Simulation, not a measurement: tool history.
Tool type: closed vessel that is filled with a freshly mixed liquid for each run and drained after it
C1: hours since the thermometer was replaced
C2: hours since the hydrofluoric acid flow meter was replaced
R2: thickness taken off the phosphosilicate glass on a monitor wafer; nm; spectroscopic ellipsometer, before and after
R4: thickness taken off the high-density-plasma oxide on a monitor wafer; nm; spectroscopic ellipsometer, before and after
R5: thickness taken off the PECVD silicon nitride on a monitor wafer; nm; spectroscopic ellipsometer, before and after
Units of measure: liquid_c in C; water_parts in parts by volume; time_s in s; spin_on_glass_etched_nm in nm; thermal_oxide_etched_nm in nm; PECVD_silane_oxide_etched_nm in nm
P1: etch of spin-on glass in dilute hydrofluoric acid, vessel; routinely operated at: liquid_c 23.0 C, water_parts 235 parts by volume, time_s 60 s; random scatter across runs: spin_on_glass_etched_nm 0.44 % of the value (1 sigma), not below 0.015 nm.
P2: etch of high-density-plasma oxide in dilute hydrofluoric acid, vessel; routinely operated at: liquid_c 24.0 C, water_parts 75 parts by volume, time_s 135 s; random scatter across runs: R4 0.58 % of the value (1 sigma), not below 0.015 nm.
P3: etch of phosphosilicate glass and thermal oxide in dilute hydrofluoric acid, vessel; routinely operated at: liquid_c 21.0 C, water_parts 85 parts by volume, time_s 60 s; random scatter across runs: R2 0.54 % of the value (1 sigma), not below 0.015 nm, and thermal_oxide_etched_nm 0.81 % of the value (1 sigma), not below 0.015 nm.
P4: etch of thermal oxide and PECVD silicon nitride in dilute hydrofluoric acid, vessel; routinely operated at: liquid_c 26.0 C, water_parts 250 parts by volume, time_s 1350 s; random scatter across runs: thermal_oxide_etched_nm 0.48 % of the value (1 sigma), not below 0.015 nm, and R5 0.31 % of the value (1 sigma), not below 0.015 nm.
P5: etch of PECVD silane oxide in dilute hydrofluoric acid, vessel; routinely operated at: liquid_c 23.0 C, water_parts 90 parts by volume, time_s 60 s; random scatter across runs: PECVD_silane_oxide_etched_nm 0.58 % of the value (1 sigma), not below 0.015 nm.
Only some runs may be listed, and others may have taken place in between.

Run 1, day 0.375: process P1, liquid_c 23.0 C, water_parts 235 parts by volume, time_s 60 s; C1 314.2; C2 306.9. Result: spin_on_glass_etched_nm 13.6670 nm.
Run 2, day 0.750: process P1, liquid_c 23.0 C, water_parts 235 parts by volume, time_s 60 s; C1 323.2; C2 315.9. Result: spin_on_glass_etched_nm 13.6620 nm.
Run 3, day 1.396: process P1, liquid_c 17.0 C, water_parts 235 parts by volume, time_s 60 s; C1 338.7; C2 331.4. Result: spin_on_glass_etched_nm 10.8150 nm.
Run 4, day 1.929: process P1, liquid_c 23.0 C, water_parts 235 parts by volume, time_s 30 s; C1 351.5; C2 344.2. Result: spin_on_glass_etched_nm 6.8534 nm.
Run 5, day 2.550: process P1, liquid_c 23.0 C, water_parts 365 parts by volume, time_s 60 s; C1 366.4; C2 359.1. Result: spin_on_glass_etched_nm 7.7648 nm.
Run 6, day 3.275: process P3, liquid_c 29.0 C, water_parts 85 parts by volume, time_s 60 s; C1 383.8; C2 376.5. Result: R2 50.302 nm, thermal_oxide_etched_nm 4.1941 nm.
Run 7, day 3.883: process P3, liquid_c 21.0 C, water_parts 130 parts by volume, time_s 60 s; C1 398.4; C2 391.1. Result: R2 22.807 nm, thermal_oxide_etched_nm 1.9153 nm.
Run 8, day 4.417: process P1, liquid_c 27.0 C, water_parts 235 parts by volume, time_s 60 s; C1 411.2; C2 403.9. Result: spin_on_glass_etched_nm 15.7920 nm.
Run 9, day 4.867: process P2, liquid_c 24.0 C, water_parts 75 parts by volume, time_s 255 s; C1 422.0; C2 414.7. Result: R4 33.6930 nm.
Run 10, day 5.221: process P4, liquid_c 26.0 C, water_parts 45 parts by volume, time_s 1350 s; C1 430.5; C2 423.2. Result: thermal_oxide_etched_nm 163.7900 nm, R5 127.7900 nm.
Run 11, day 5.958: process P5, liquid_c 23.0 C, water_parts 155 parts by volume, time_s 60 s; C1 448.2; C2 440.9. Result: PECVD_silane_oxide_etched_nm 7.6321 nm.
Run 12, day 6.662: process P1, liquid_c 23.0 C, water_parts 235 parts by volume, time_s 60 s; C1 465.1; C2 457.8. Result: spin_on_glass_etched_nm 13.6090 nm.
Run 13, day 7.467: process P1, liquid_c 18.5 C, water_parts 320 parts by volume, time_s 60 s; C1 484.4; C2 477.1. Result: spin_on_glass_etched_nm 7.9181 nm.
At day 7.762: thermometer replaced.
Run 14, day 7.938: process P1, liquid_c 23.0 C, water_parts 235 parts by volume, time_s 60 s; C1 4.2; C2 488.4. Result: spin_on_glass_etched_nm 13.5880 nm.
Run 15, day 8.408: process P1, liquid_c 23.0 C, water_parts 235 parts by volume, time_s 60 s; C1 15.5; C2 499.7. Result: spin_on_glass_etched_nm 13.5730 nm.
Run 16, day 9.050: process P5, liquid_c 29.0 C, water_parts 90 parts by volume, time_s 60 s; C1 30.9; C2 515.1. Result: PECVD_silane_oxide_etched_nm 18.0780 nm.
Run 17, day 9.517: process P4, liquid_c 26.0 C, water_parts 250 parts by volume, time_s 80 s; C1 42.1; C2 526.3. Result: thermal_oxide_etched_nm 1.3715 nm, R5 1.3783 nm.
Run 18, day 10.271: process P4, liquid_c 31.0 C, water_parts 250 parts by volume, time_s 1350 s; C1 60.2; C2 544.4. Result: thermal_oxide_etched_nm 27.1850 nm, R5 31.2630 nm.
Run 19, day 11.029: process P3, liquid_c 21.0 C, water_parts 85 parts by volume, time_s 115 s; C1 78.4; C2 562.6. Result: R2 70.166 nm, thermal_oxide_etched_nm 5.7683 nm.
Run 20, day 11.550: process P1, liquid_c 23.0 C, water_parts 235 parts by volume, time_s 110 s; C1 90.9; C2 575.1. Result: spin_on_glass_etched_nm 25.1250 nm.
Run 21, day 12.271: process P5, liquid_c 23.0 C, water_parts 90 parts by volume, time_s 60 s; C1 108.2; C2 592.4. Result: PECVD_silane_oxide_etched_nm 14.3620 nm.
Run 22, day 12.679: process P4, liquid_c 26.0 C, water_parts 250 parts by volume, time_s 1350 s; C1 118.0; C2 602.2. Result: thermal_oxide_etched_nm 22.9580 nm, R5 23.2010 nm.
Run 23, day 13.354: process P2, liquid_c 24.0 C, water_parts 140 parts by volume, time_s 135 s; C1 134.2; C2 618.4. Result: R4 8.8429 nm.
Run 24, day 13.779: process P2, liquid_c 24.0 C, water_parts 75 parts by volume, time_s 135 s; C1 144.4; C2 628.6. Result: R4 17.6350 nm.
Run 25, day 14.333: process P1, liquid_c 19.5 C, water_parts 415 parts by volume, time_s 60 s; C1 157.7; C2 641.9. Result: spin_on_glass_etched_nm 5.7852 nm.
Run 26, day 14.746: process P1, liquid_c 23.0 C, water_parts 235 parts by volume, time_s 60 s; C1 167.6; C2 651.8. Result: spin_on_glass_etched_nm 13.6610 nm.
Run 27, day 15.146: process P5, liquid_c 23.0 C, water_parts 90 parts by volume, time_s 30 s; C1 177.2; C2 661.4. Result: PECVD_silane_oxide_etched_nm 7.1919 nm.
Run 28, day 15.525: process P2, liquid_c 17.0 C, water_parts 75 parts by volume, time_s 135 s; C1 186.3; C2 670.5. Result: R4 13.3620 nm.
Run 29, day 16.246: process P1, liquid_c 23.0 C, water_parts 65 parts by volume, time_s 60 s; C1 203.6; C2 687.8. Result: spin_on_glass_etched_nm 59.7260 nm.
Run 30, day 16.908: process P2, liquid_c 24.0 C, water_parts 75 parts by volume, time_s 135 s; C1 219.5; C2 703.7. Result: R4 17.7440 nm.
Run 31, day 17.633: process P4, liquid_c 26.0 C, water_parts 250 parts by volume, time_s 1350 s; C1 236.9; C2 721.1. Result: thermal_oxide_etched_nm 22.9330 nm, R5 23.2760 nm.
Run 32, day 17.996: process P3, liquid_c 21.0 C, water_parts 85 parts by volume, time_s 60 s; C1 245.6; C2 729.8. Result: R2 36.755 nm, thermal_oxide_etched_nm 3.0490 nm.
Run 33, day 18.346: process P1, liquid_c 23.0 C, water_parts 235 parts by volume, time_s 60 s; C1 254.0; C2 738.2. Result: spin_on_glass_etched_nm 13.5320 nm.
Run 34, day 18.933: process P1, liquid_c 23.0 C, water_parts 235 parts by volume, time_s 60 s; C1 268.1; C2 752.3. Result: spin_on_glass_etched_nm 13.2230 nm.
Run 35, day 19.367: process P1, liquid_c 23.0 C, water_parts 235 parts by volume, time_s 60 s; C1 278.5; C2 762.7. Result: spin_on_glass_etched_nm 13.0840 nm.
Run 36, day 19.892: process P1, liquid_c 23.0 C, water_parts 235 parts by volume, time_s 60 s; C1 291.1; C2 775.3. Result: spin_on_glass_etched_nm 12.9630 nm.

What does the tool deliver on the next run?
Run 37, day 20.346: process P1, liquid_c 23.0 C, water_parts 235 parts by volume, time_s 60 s; C1 302.0; C2 786.2. Result: spin_on_glass_etched_nm ?.

spin_on_glass_etched_nm: 12.7430 nm

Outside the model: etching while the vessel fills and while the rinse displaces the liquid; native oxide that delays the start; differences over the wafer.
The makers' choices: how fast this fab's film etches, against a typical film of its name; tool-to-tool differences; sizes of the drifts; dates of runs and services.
